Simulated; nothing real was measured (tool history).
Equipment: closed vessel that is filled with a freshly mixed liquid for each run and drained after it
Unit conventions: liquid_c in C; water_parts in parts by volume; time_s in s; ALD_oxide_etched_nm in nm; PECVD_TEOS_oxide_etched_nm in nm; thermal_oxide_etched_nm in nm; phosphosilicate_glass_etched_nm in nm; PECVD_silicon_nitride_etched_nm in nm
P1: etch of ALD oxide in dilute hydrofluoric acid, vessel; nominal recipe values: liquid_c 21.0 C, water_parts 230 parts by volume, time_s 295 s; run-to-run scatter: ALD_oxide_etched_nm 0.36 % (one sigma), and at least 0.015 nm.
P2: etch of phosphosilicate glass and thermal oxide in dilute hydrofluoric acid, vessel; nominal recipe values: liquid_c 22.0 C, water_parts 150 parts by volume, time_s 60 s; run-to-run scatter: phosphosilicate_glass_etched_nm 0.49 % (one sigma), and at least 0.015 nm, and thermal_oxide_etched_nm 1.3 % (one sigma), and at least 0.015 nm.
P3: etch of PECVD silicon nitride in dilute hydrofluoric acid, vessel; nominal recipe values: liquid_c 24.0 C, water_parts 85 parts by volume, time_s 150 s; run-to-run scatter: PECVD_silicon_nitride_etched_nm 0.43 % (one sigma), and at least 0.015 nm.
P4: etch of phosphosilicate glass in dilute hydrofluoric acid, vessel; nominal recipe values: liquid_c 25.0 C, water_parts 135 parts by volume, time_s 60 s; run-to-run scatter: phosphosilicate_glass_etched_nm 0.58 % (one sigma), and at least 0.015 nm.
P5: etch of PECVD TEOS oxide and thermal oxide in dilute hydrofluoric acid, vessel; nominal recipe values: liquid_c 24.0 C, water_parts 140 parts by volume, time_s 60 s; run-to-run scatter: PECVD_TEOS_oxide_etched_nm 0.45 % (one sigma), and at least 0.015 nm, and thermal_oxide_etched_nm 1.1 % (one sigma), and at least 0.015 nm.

run     day  process  liquid_c  water_parts  time_s  hours since the thermometer was replaced  hours since the hydrofluoric acid flow meter was replaced  ALD_oxide_etched_nm  PECVD_TEOS_oxide_etched_nm  thermal_oxide_etched_nm  phosphosilicate_glass_etched_nm  PECVD_silicon_nitride_etched_nm
  1   0.300       P1      21.0          230     295                                     715.6                                                     1624.5              10.6580
  2   0.712       P1      21.0          230     295                                     725.5                                                     1634.4              10.6700
  3   1.238       P1      17.0           60     295                                     738.1                                                     1647.0              41.5250
  4   1.775       P5      24.0          140      60                                     751.0                                                     1659.9                                          11.3400                  1.98380
  5   2.058       P4      25.0          135      35                                     757.8                                                     1666.7                                                                                                     38.195
  6   2.412       P1      21.0          230     295                                     766.3                                                     1675.2              10.6800
  7   2.854       P5      24.0           30      60                                     776.9                                                     1685.8                                          61.0790                 10.82600
  8   3.167       P3      24.0           85      40                                     784.4                                                     1693.3                                                                                                                                      1.7721
  9   3.704       P4      25.0          230      60                                     797.3                                                     1706.2                                                                                                     34.306
 10   4.171       P2      22.0          150      30                                     808.5                                                     1717.4                                                                   0.84508                           10.441
 11   4.638       P3      20.0           85     150                                     819.7                                                     1728.6                                                                                                                                      5.0678
 12   5.025       P1      21.0          230     295                                     829.0                                                     1737.9              10.6330
 13   5.479       P1      21.0          230     295                                     839.9                                                     1748.8              10.5930
 14   5.812       P2      22.0          150      60                                     847.9                                                     1756.8                                                                   1.68970                           20.739
 15   6.067       P1      21.0          230     295                                     854.0                                                     1762.9              10.6030
 16   6.625       P3      24.0           85     150                                     867.4                                                     1776.3                                                                                                                                      6.5728
 17   6.950       P1      21.0          230     425                                     875.2                                                     1784.1              15.3190
      7.175  -- thermometer replaced
 18   7.254       P1      21.0          315     295                                       2.0                                                     1791.4               7.1800
 19   7.779       P1      17.0          230     100                                      14.6                                                     1804.0               3.0729
 20   8.217       P1      21.0          230     105                                      25.1                                                     1814.5               3.8047
 21   8.767       P4      29.5          135      60                                      38.3                                                     1827.7                                                                                                     76.195
 22   9.133       P2      29.5          150      60                                      47.1                                                     1836.5                                                                   2.25200                           27.678
 23   9.550       P5      24.0          140      30                                      57.1                                                     1846.5                                           5.7066                  0.97113
 24   9.833       P5      24.0          140      60                                      63.9                                                     1853.3                                          11.5290                  1.98240
 25  10.350       P3      24.0           45     150                                      76.3                                                     1865.7                                                                                                                                     12.2680
 26  10.712       P1      21.0          115     295                                      85.0                                                     1874.4              23.8770
 27  10.979       P1      17.0          230     295                                      91.4                                                     1880.8               9.1099
 28  11.396       P5      17.0          140      60                                     101.4                                                     1890.8                                           8.6513                  1.47120
 29  11.967       P1      24.5          230     475                                     115.1                                                     1904.5              19.4610
 30  12.446       P1      27.0          230     295                                     126.6                                                     1916.0              13.2510
 31  12.912       P2      22.0           70      60                                     137.8                                                     1927.2                                                                   4.00950                           49.075
 32  13.246       P4      25.0          135      60                                     145.8                                                     1935.2                                                                                                     64.479
 33  13.592       P1      21.0          230     295                                     154.1                                                     1943.5              10.6480
 34  14.050       P1      21.0          230     295                                     165.1                                                     1954.5              11.0790

Predict the results of run 35:
 35  14.554       P1      21.0          230     295                                     177.2                                                     1966.6                    ?

{"run 35": {"ALD_oxide_etched_nm": 11.238}}
